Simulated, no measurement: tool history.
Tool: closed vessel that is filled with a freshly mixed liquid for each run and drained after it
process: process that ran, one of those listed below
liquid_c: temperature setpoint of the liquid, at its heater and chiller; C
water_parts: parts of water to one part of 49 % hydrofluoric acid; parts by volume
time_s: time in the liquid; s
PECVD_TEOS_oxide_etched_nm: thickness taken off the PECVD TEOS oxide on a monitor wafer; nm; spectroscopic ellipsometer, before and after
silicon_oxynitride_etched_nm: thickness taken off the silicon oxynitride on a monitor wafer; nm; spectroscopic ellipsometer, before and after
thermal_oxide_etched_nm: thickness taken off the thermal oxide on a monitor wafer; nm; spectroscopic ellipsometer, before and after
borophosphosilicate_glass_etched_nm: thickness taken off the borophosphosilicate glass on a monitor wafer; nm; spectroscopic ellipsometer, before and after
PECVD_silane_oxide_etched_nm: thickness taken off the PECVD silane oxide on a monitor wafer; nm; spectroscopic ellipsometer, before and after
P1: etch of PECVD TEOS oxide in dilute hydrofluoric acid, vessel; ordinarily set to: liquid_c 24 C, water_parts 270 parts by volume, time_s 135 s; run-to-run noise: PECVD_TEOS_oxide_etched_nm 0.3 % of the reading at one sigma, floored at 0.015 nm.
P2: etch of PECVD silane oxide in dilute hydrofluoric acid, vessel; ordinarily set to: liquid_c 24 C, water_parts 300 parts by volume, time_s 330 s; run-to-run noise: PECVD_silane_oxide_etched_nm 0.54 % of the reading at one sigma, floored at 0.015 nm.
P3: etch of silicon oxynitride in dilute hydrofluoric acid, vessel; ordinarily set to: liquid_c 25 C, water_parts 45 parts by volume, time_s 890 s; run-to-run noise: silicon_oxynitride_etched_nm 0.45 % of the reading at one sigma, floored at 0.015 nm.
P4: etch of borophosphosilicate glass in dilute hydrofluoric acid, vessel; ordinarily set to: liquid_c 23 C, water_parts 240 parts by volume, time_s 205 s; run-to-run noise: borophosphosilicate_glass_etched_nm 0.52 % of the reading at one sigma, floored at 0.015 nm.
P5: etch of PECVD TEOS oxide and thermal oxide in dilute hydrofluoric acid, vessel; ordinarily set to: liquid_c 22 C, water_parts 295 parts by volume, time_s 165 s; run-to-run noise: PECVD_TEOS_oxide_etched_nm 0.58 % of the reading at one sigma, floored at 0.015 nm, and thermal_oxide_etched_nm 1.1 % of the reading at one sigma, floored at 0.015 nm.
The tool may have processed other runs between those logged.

| run | hour | process | liquid_c | water_parts | time_s | hours since the thermometer was replaced | hours since the hydrofluoric acid flow meter was replaced | PECVD_TEOS_oxide_etched_nm | silicon_oxynitride_etched_nm | thermal_oxide_etched_nm | borophosphosilicate_glass_etched_nm | PECVD_silane_oxide_etched_nm |
|---|---|---|---|---|---|---|---|---|---|---|---|---|
| 1 | 15.7 | P1 | 24 | 270 | 135 | 316.6 | 138.5 | 11.974 |  |  |  |  |
| 2 | 29 | P3 | 25 | 45 | 890 | 329.9 | 151.8 |  | 43.062 |  |  |  |
| 3 | 40.3 | P3 | 25 | 45 | 890 | 341.2 | 163.1 |  | 43.142 |  |  |  |
| 4 | 51.8 | P1 | 24 | 95 | 135 | 352.7 | 174.6 | 41.176 |  |  |  |  |
| 5 | 66.5 | P5 | 22 | 295 | 290 | 367.4 | 189.3 | 9.5212 |  | 3.4017 |  |  |
| 6 | 74.4 | P4 | 23 | 380 | 205 | 375.3 | 197.2 |  |  |  | 18.206 |  |
| 7 | 84 | P1 | 24 | 270 | 135 | 384.9 | 206.8 | 11.993 |  |  |  |  |
| 8 | 96.8 | P1 | 30 | 270 | 135 | 397.7 | 219.6 | 14.645 |  |  |  |  |
| 9 | 107.6 | P2 | 30.5 | 300 | 330 | 408.5 | 230.4 |  |  |  |  | 31.965 |
| 10 | 116.6 | P1 | 19.5 | 270 | 65 | 417.5 | 239.4 | 4.8815 |  |  |  |  |
| 11 | 132.9 | P1 | 24 | 270 | 135 | 433.8 | 255.7 | 11.904 |  |  |  |  |
| 12 | 150.6 | P5 | 22 | 295 | 165 | 451.5 | 273.4 | 5.3985 |  | 1.9503 |  |  |
| 13 | 165.4 | P4 | 23 | 240 | 30 | 466.3 | 288.2 |  |  |  | 4.8438 |  |
| 14 | 175 | P1 | 24 | 270 | 135 | 475.9 | 297.8 | 11.939 |  |  |  |  |
| 15 | 185.3 | P4 | 17 | 240 | 205 | 486.2 | 308.1 |  |  |  | 26.372 |  |
| 16 | 200.2 | P2 | 24 | 300 | 30 | 501.1 | 323 |  |  |  |  | 2.3589 |
| 17 | 218.1 | P3 | 25 | 45 | 1330 | 519 | 340.9 |  | 64.581 |  |  |  |
| 18 | 227.2 | P2 | 24 | 300 | 330 | 528.1 | 350 |  |  |  |  | 25.878 |
| 19 | 242.4 | P1 | 24 | 270 | 30 | 543.3 | 365.2 | 2.6328 |  |  |  |  |
| 20 | 254.4 | P1 | 24 | 370 | 195 | 555.3 | 377.2 | 11.51 |  |  |  |  |

The next listed run, before its measurement:
| 21 | 272.2 | P1 | 24 | 270 | 220 | 573.1 | 395 | ? |  |  |  |  |

Run 21 gave PECVD_TEOS_oxide_etched_nm 19.387 nm.
